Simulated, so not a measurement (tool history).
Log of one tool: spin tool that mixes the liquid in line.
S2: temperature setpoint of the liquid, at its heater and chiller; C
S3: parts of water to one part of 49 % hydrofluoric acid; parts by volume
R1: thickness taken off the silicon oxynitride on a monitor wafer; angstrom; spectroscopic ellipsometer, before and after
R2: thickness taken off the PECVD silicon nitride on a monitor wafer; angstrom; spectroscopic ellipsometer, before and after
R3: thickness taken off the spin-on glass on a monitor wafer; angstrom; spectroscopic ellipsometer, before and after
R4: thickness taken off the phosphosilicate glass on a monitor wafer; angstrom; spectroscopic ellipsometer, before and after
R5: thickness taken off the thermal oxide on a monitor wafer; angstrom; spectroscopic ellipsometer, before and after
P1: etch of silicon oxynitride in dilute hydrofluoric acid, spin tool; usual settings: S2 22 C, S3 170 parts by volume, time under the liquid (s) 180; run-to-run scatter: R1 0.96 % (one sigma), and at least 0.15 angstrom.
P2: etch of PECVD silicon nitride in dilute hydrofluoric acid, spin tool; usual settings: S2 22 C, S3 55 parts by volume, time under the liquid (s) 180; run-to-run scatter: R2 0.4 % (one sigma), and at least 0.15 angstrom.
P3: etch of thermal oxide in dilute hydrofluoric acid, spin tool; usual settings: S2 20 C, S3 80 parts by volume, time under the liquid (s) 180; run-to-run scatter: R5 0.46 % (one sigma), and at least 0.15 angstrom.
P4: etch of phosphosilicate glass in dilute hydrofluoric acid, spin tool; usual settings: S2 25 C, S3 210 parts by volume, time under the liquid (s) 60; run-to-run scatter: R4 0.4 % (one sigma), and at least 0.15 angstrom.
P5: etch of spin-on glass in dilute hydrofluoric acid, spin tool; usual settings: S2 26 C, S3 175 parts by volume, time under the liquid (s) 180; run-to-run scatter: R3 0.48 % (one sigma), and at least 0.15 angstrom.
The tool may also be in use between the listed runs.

{"run": 1, "hour": 16.1, "process that ran": "P1", "S2": 22, "S3": 170, "time under the liquid (s)": 180, "R1": 25.434}
{"run": 2, "hour": 27.8, "process that ran": "P2", "S2": 22, "S3": 95, "time under the liquid (s)": 180, "R2": 75.144}
{"run": 3, "hour": 40.3, "process that ran": "P5", "S2": 26, "S3": 175, "time under the liquid (s)": 300, "R3": 684.25}
{"run": 4, "hour": 50.7, "process that ran": "P4", "S2": 19.5, "S3": 210, "time under the liquid (s)": 60, "R4": 301.89}
{"run": 5, "hour": 60.0, "process that ran": "P2", "S2": 17, "S3": 55, "time under the liquid (s)": 180, "R2": 90.021}
{"run": 6, "hour": 67.6, "process that ran": "P1", "S2": 22, "S3": 170, "time under the liquid (s)": 30, "R1": 4.4792}
{"run": 7, "hour": 80.1, "process that ran": "P3", "S2": 20, "S3": 80, "time under the liquid (s)": 180, "R5": 97.388}
{"run": 8, "hour": 93.4, "process that ran": "P1", "S2": 27, "S3": 170, "time under the liquid (s)": 15, "R1": 2.8104}
{"run": 9, "hour": 105.0, "process that ran": "P4", "S2": 25, "S3": 55, "time under the liquid (s)": 60, "R4": 1701.1}
{"run": 10, "hour": 115.7, "process that ran": "P1", "S2": 27, "S3": 170, "time under the liquid (s)": 180, "R1": 32.186}
{"run": 11, "hour": 129.2, "process that ran": "P1", "S2": 22, "S3": 230, "time under the liquid (s)": 50, "R1": 4.7036}
{"run": 12, "hour": 145.7, "process that ran": "P1", "S2": 18, "S3": 170, "time under the liquid (s)": 180, "R1": 21.166}
{"run": 13, "hour": 161.4, "process that ran": "P4", "S2": 25, "S3": 210, "time under the liquid (s)": 60, "R4": 371.27}
{"run": 14, "hour": 176.7, "process that ran": "P1", "S2": 22, "S3": 30, "time under the liquid (s)": 180, "R1": 159.2}
{"run": 15, "hour": 187.3, "process that ran": "P2", "S2": 22, "S3": 55, "time under the liquid (s)": 335, "R2": 238.95}
{"run": 16, "hour": 197.9, "process that ran": "P5", "S2": 18, "S3": 175, "time under the liquid (s)": 180, "R3": 304.7}
{"run": 17, "hour": 208.2, "process that ran": "P3", "S2": 20, "S3": 80, "time under the liquid (s)": 45, "R5": 24.01}
{"run": 18, "hour": 221.7, "process that ran": "P5", "S2": 26, "S3": 175, "time under the liquid (s)": 180, "R3": 412.4}
{"run": 19, "hour": 228.9, "process that ran": "P1", "S2": 22, "S3": 170, "time under the liquid (s)": 180, "R1": 25.883}
{"run": 20, "hour": 238.8, "process that ran": "P1", "S2": 22, "S3": 170, "time under the liquid (s)": 180, "R1": 25.577}
{"run": 21, "hour": 248.0, "process that ran": "P1", "S2": 22, "S3": 170, "time under the liquid (s)": 180, "R1": 25.47}
{"run": 22, "hour": 260.8, "process that ran": "P3", "S2": 26.5, "S3": 80, "time under the liquid (s)": 180, "R5": 126.06}
{"run": 23, "hour": 268.8, "process that ran": "P4", "S2": 25, "S3": 210, "time under the liquid (s)": 15, "R4": 92.597}
{"run": 24, "hour": 280.2, "process that ran": "P1", "S2": 28.5, "S3": 50, "time under the liquid (s)": 180, "R1": 130.86}
{"run": 25, "hour": 296.1, "process that ran": "P2", "S2": 22, "S3": 55, "time under the liquid (s)": 180, "R2": 127.17}
{"run": 26, "hour": 308.3, "process that ran": "P5", "S2": 26, "S3": 300, "time under the liquid (s)": 180, "R3": 210.19}
{"run": 27, "hour": 318.8, "process that ran": "P2", "S2": 22, "S3": 55, "time under the liquid (s)": 180, "R2": 128.75}
{"run": 28, "hour": 332.5, "process that ran": "P1", "S2": 22, "S3": 170, "time under the liquid (s)": 260, "R1": 36.937}
{"run": 29, "hour": 347.4, "process that ran": "P3", "S2": 20, "S3": 80, "time under the liquid (s)": 180, "R5": 96.334}
{"run": 30, "hour": 362.7, "process that ran": "P1", "S2": 22, "S3": 260, "time under the liquid (s)": 180, "R1": 15.601}
{"run": 31, "hour": 374.6, "process that ran": "P1", "S2": 22, "S3": 170, "time under the liquid (s)": 180, "R1": 25.491}
{"run": 32, "hour": 387.9, "process that ran": "P1", "S2": 22, "S3": 170, "time under the liquid (s)": 180, "R1": 25.189}
{"run": 33, "hour": 395.7, "process that ran": "P3", "S2": 20, "S3": 30, "time under the liquid (s)": 180, "R5": 274.05}
{"run": 34, "hour": 403.8, "process that ran": "P5", "S2": 26, "S3": 175, "time under the liquid (s)": 180, "R3": 411.47}
{"run": 35, "hour": 412.7, "process that ran": "P1", "S2": 22, "S3": 170, "time under the liquid (s)": 180, "R1": 25.48}
{"run": 36, "hour": 421.7, "process that ran": "P1", "S2": 22, "S3": 170, "time under the liquid (s)": 180, "R1": 25.546}

Run 37 comes next. What will it give?
{"run": 37, "hour": 437.0, "process that ran": "P1", "S2": 22, "S3": 170, "time under the liquid (s)": 180, "R1": "?"}

{"run 37": {"R1": 26.813}}
